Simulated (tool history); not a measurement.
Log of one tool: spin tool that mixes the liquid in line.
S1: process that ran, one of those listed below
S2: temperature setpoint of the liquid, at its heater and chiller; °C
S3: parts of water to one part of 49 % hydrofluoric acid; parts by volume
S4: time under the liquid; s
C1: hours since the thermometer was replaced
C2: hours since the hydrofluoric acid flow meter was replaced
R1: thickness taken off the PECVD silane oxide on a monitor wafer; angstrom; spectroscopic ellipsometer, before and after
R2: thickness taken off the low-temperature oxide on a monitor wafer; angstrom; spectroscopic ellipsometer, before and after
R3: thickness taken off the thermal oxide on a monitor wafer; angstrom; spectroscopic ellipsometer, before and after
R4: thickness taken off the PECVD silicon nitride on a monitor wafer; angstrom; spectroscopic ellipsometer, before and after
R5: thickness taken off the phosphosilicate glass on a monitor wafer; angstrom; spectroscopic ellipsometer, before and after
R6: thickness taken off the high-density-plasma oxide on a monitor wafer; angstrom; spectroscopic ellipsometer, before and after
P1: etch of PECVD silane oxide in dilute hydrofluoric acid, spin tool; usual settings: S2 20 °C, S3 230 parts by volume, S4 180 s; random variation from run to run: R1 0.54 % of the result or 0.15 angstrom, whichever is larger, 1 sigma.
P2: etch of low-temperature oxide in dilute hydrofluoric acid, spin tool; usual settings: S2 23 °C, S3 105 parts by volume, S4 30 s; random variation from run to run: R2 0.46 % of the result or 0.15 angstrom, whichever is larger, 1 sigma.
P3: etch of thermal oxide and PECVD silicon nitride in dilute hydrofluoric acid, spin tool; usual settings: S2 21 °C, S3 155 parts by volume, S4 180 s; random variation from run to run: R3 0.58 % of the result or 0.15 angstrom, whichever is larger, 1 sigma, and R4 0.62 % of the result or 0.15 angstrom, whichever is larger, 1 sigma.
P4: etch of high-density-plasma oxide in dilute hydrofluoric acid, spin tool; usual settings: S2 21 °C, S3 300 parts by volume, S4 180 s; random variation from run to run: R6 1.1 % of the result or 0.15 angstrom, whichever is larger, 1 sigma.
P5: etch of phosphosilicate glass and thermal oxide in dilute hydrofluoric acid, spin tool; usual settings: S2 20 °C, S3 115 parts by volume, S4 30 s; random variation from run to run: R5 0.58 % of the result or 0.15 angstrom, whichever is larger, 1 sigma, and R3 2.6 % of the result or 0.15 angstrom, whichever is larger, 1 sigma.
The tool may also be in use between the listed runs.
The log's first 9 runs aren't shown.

Run 10, hour 96.3: S1 P4, S2 21 °C, S3 300 parts by volume, S4 180 s; C1 842.5; C2 384.3. Result: R6 21.675 angstrom.
Run 11, hour 108.9: S1 P1, S2 20 °C, S3 230 parts by volume, S4 180 s; C1 855.1; C2 396.9. Result: R1 94.466 angstrom.
Run 12, hour 117.5: S1 P1, S2 20 °C, S3 230 parts by volume, S4 180 s; C1 863.7; C2 405.5. Result: R1 93.192 angstrom.
Run 13, hour 126.9: S1 P3, S2 21 °C, S3 155 parts by volume, S4 270 s; C1 873.1; C2 414.9. Result: R3 69.646 angstrom, R4 58.034 angstrom.
Run 14, hour 136: S1 P3, S2 21 °C, S3 155 parts by volume, S4 180 s; C1 882.2; C2 424. Result: R3 46.018 angstrom, R4 39.141 angstrom.
Run 15, hour 143: S1 P2, S2 28.5 °C, S3 105 parts by volume, S4 30 s; C1 889.2; C2 431. Result: R2 123.49 angstrom.
Run 16, hour 151.1: S1 P4, S2 21 °C, S3 300 parts by volume, S4 180 s; C1 897.3; C2 439.1. Result: R6 22.598 angstrom.
Run 17, hour 160.5: S1 P1, S2 20 °C, S3 230 parts by volume, S4 180 s; C1 906.7; C2 448.5. Result: R1 93.276 angstrom.
Run 18, hour 170.6: S1 P1, S2 20 °C, S3 230 parts by volume, S4 180 s; C1 916.8; C2 458.6. Result: R1 93.402 angstrom.
Run 19, hour 183.8: S1 P1, S2 20 °C, S3 230 parts by volume, S4 180 s; C1 930; C2 471.8. Result: R1 92.881 angstrom.
Run 20, hour 196.5: S1 P1, S2 17 °C, S3 230 parts by volume, S4 180 s; C1 942.7; C2 484.5. Result: R1 84.002 angstrom.
Run 21, hour 204.3: S1 P1, S2 17 °C, S3 230 parts by volume, S4 335 s; C1 950.5; C2 492.3. Result: R1 156.16 angstrom.
Run 22, hour 213.4: S1 P1, S2 20 °C, S3 390 parts by volume, S4 180 s; C1 959.6; C2 501.4. Result: R1 48.07 angstrom.
Run 23, hour 224.4: S1 P1, S2 20 °C, S3 230 parts by volume, S4 275 s; C1 970.6; C2 512.4. Result: R1 144.19 angstrom.
Run 24, hour 239: S1 P4, S2 21 °C, S3 300 parts by volume, S4 265 s; C1 985.2; C2 527. Result: R6 32.055 angstrom.
Run 25, hour 248.4: S1 P5, S2 20 °C, S3 115 parts by volume, S4 15 s; C1 994.6; C2 536.4. Result: R3 4.9883 angstrom, R5 202.29 angstrom.

Run 26 comes next. What will it give?
Run 26, hour 260.9: S1 P4, S2 21 °C, S3 80 parts by volume, S4 180 s; C1 1007.1; C2 548.9. Result: R6 ?.

Run 26 gave R6 103.73 angstrom.
